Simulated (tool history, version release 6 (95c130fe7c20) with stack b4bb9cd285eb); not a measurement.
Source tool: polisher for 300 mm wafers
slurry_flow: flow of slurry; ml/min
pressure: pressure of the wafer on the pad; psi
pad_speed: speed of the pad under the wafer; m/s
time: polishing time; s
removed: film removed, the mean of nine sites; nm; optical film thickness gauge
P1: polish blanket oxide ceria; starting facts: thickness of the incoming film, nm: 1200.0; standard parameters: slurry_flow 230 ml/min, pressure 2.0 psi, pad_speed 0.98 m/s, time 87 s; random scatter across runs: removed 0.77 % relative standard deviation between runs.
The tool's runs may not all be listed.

| run | hour | slurry_flow | pressure | pad_speed | time | wafers polished on this pad | hours since the slurry nozzle was cleaned | hours since the head pressure was calibrated | removed |
|---|---|---|---|---|---|---|---|---|---|
| 1 | 16.5 | 230 | 2.0 | 0.98 | 87 | 499 | 239.8 | 169.2 | 216.700 |
| 2 | 24.6 | 230 | 3.0 | 0.98 | 87 | 591 | 247.9 | 177.3 | 327.150 |
| 3 | 38.4 | 310 | 2.0 | 1.28 | 87 | 748 | 261.7 | 191.1 | 297.120 |
| 4 | 46.7 | 140 | 2.0 | 0.98 | 87 | 843 | 270.0 | 199.4 | 203.360 |
| 5 | 57.3 | 230 | 2.0 | 0.44 | 87 | 964 | 280.6 | 210.0 | 98.185 |
| 6 | 65.6 | 230 | 2.0 | 0.98 | 87 | 1058 | 288.9 | 218.3 | 218.810 |
| 7 | 79.8 | 230 | 2.0 | 0.98 | 134 | 1220 | 303.1 | 232.5 | 334.170 |
| 8 | 91.3 | 230 | 1.0 | 0.98 | 87 | 1351 | 314.6 | 244.0 | 108.610 |
| 9 | 100.3 | 230 | 2.0 | 0.44 | 135 | 1453 | 323.6 | 253.0 | 149.570 |
| 10 | 114.7 | 230 | 2.0 | 0.98 | 87 | 1617 | 338.0 | 267.4 | 220.750 |
| 11 | 130.7 | 230 | 2.0 | 0.98 | 87 | 1799 | 354.0 | 283.4 | 217.600 |
| 12 | 140.4 | 280 | 2.7 | 0.98 | 87 | 1910 | 363.7 | 293.1 | 298.170 |
| 13 | 156.3 | 320 | 2.0 | 0.98 | 87 | 2091 | 379.6 | 309.0 | 224.760 |
| 14 | 166.3 | 230 | 2.0 | 0.98 | 87 | 2205 | 389.6 | 319.0 | 217.300 |
| 15 | 179.4 | 230 | 2.0 | 0.98 | 87 | 2354 | 402.7 | 332.1 | 216.320 |
| 16 | 194.0 | 230 | 2.0 | 0.98 | 39 | 2520 | 417.3 | 346.7 | 98.032 |
| 17 | 208.5 | 230 | 2.0 | 1.52 | 87 | 2685 | 431.8 | 361.2 | 340.580 |
| 18 | 216.3 | 230 | 2.0 | 0.98 | 87 | 2774 | 439.6 | 369.0 | 216.510 |
| 19 | 229.8 | 230 | 2.0 | 0.98 | 87 | 2927 | 453.1 | 382.5 | 215.420 |
| 20 | 240.8 | 230 | 2.0 | 0.98 | 87 | 3053 | 464.1 | 393.5 | 210.980 |
| 21 | 253.2 | 230 | 2.0 | 0.98 | 87 | 3194 | 476.5 | 405.9 | 208.770 |
| 22 | 263.1 | 230 | 2.0 | 0.98 | 87 | 3307 | 486.4 | 415.8 | 209.120 |
| 23 | 271.6 | 230 | 2.0 | 0.98 | 87 | 3403 | 494.9 | 424.3 | 208.350 |
| 24 | 279.7 | 230 | 2.0 | 0.98 | 87 | 3496 | 503.0 | 432.4 | 205.810 |
| 25 | 293.1 | 230 | 2.0 | 0.98 | 87 | 3648 | 516.4 | 445.8 | 203.990 |
|  | 302.0 | head pressure recalibrated |
| 26 | 308.0 | 230 | 2.0 | 0.98 | 87 | 3818 | 531.3 | 6.0 | 206.350 |
| 27 | 317.6 | 230 | 2.0 | 0.98 | 87 | 3927 | 540.9 | 15.6 | 204.610 |
| 28 | 333.4 | 230 | 2.0 | 0.98 | 87 | 4107 | 556.7 | 31.4 | 203.860 |
| 29 | 348.5 | 230 | 2.0 | 0.98 | 87 | 4279 | 571.8 | 46.5 | 207.110 |

P1 has crept away from where it was. The log is fitted equally well by each of these 2 causes, at the sizes shown:
A: slurry flow missing at the pad, % = 34.4
B: removal rate lost through wear of the pad, % = 5.84
The process output started creeping at around hour 216.3.
Why every other cause is out:
head's pressure below its setpoint, %: serviced at hour 302.0, after the drift had started, without restoring the earlier output

Which of the check runs below tells the causes apart, meaning the causes would give it clearly different results? Each run uses 3 wafers whose results are averaged, and each result is shown as a question mark.
| check 1 | 363.6 | 230 | 2.0 | 0.50 | 43 |  |  |  | ? |
| check 2 | 363.6 | 140 | 2.0 | 0.54 | 87 |  |  |  | ? |
| check 3 | 363.6 | 230 | 2.0 | 1.40 | 134 |  |  |  | ? |
| check 4 | 363.6 | 230 | 2.0 | 1.20 | 67 |  |  |  | ? |

Check results expected under each cause:
| check | result | if A | if B |
|---|---|---|---|
| check 1 | removed | 51.660 | 51.661 |
| check 2 | removed | 101.310 | 104.880 |
| check 3 | removed | 450.760 | 450.770 |
| check 4 | removed | 193.180 | 193.190 |
How far apart the two closest causes lie, in the result that separates them most: check 1 0 %; check 2 3.46 %; check 3 0 %; check 4 0 %
Only in check 2 would the causes give clearly different results; in the remaining checks their results would be nearly the same.

Check 2 has now been run. It gave: removed 101.970 nm. Which of the candidate causes is it?

The cause is A: slurry flow missing at the pad, %.

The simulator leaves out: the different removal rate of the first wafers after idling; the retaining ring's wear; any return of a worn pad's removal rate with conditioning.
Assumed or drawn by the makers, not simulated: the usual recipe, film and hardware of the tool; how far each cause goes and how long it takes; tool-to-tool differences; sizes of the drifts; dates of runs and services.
